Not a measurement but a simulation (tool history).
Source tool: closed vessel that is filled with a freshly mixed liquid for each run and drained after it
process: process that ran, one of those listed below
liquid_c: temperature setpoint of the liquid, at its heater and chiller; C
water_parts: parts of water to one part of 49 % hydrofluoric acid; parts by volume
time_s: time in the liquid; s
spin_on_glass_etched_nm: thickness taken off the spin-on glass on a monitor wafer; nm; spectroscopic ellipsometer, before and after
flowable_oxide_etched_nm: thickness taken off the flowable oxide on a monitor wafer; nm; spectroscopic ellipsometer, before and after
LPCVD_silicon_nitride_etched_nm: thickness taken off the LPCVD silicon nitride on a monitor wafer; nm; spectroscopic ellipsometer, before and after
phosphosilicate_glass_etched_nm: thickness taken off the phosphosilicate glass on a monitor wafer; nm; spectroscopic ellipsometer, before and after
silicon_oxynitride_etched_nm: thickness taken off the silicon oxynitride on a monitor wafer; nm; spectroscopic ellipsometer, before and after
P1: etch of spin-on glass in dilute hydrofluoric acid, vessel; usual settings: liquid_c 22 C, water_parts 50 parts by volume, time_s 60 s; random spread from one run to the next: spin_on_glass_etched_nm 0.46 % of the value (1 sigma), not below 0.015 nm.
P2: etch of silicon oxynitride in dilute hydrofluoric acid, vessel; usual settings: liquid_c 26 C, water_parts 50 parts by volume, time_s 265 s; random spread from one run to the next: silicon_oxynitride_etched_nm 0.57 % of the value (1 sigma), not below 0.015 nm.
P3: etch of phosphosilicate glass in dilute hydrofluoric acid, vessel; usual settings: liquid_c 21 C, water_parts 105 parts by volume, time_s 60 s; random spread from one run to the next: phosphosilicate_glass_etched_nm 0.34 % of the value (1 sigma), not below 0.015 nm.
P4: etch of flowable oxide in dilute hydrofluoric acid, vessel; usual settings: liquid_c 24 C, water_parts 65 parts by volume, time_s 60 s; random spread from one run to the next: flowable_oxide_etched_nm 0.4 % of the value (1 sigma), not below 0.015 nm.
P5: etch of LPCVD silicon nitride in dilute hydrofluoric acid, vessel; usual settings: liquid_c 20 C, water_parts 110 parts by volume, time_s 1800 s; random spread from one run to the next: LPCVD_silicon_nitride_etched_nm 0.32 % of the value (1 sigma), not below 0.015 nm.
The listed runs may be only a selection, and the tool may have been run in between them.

run   hour  process  liquid_c  water_parts  time_s  hours since the thermometer was replaced  hours since the hydrofluoric acid flow meter was replaced  spin_on_glass_etched_nm  flowable_oxide_etched_nm  LPCVD_silicon_nitride_etched_nm  phosphosilicate_glass_etched_nm  silicon_oxynitride_etched_nm
  1   11.1       P1        22           50      60                                     129.7                                                      502.3                    51.29
  2   21.2       P4        24           65      60                                     139.8                                                      512.4                                             30.117
  3   35.3       P5        20          110     255                                     153.9                                                      526.5                                                                              1.0111
  4   48.5       P4        24           30      60                                     167.1                                                      539.7                                             68.447
  5   56.8       P3        21          105      30                                     175.4                                                        548                                                                                                               50.582
  6   65.2       P5        20          175    1800                                     183.8                                                      556.4                                                                              4.5156
  7   72.7       P5        20          110    1800                                     191.3                                                      563.9                                                                              7.0871
  8   83.6       P1        22           20      60                                     202.2                                                      574.8                    133.5
  9   95.9       P1        22           50      90                                     214.5                                                      587.1                   77.194
 10  109.4       P2        26           50     265                                       228                                                      600.6                                                                                                                                             29.654
 11  118.1       P4        19           65      60                                     236.7                                                      609.3                                             24.332
 12  126.5       P5        20          110    1800                                     245.1                                                      617.7                                                                              7.0885
 13  137.7       P3        21          105      60                                     256.3                                                      628.9                                                                                                               100.78
     141.4  -- hydrofluoric acid flow meter replaced
 14  147.7       P1        17           50      30                                     266.3                                                        6.4                   20.753
 15  155.7       P1        22           50      60                                     274.3                                                       14.4                   51.305
 16  169.7       P1        17           50      60                                     288.3                                                       28.4                   41.856
 17  180.4       P4        24           65      60                                       299                                                       39.1                                             29.996
 18    193       P1        22           50      60                                     311.6                                                       51.7                   51.512
 19  204.1       P3      25.5          105      60                                     322.7                                                       62.8                                                                                                               120.64
 20  214.5       P1      26.5           50      60                                     333.1                                                       73.2                   62.293
 21    225       P1        22           50      60                                     343.6                                                       83.7                   51.447
 22  235.1       P1        22           70      60                                     353.7                                                       93.8                   35.942
 23  246.8       P2        32           50     265                                     365.4                                                      105.5                                                                                                                                             39.367
 24  259.5       P1        30           50      30                                     378.1                                                      118.2                   35.724
 25  274.6       P2        26           25     265                                     393.2                                                      133.3                                                                                                                                             60.142
 26  289.3       P1        22           50      30                                     407.9                                                        148                   25.576

Run 27 comes next. What will it give?
 27  302.3       P5        17          110    1800                                     420.9                                                        161                                                                                   ?

Run 27 gave LPCVD_silicon_nitride_etched_nm 5.7629 nm.

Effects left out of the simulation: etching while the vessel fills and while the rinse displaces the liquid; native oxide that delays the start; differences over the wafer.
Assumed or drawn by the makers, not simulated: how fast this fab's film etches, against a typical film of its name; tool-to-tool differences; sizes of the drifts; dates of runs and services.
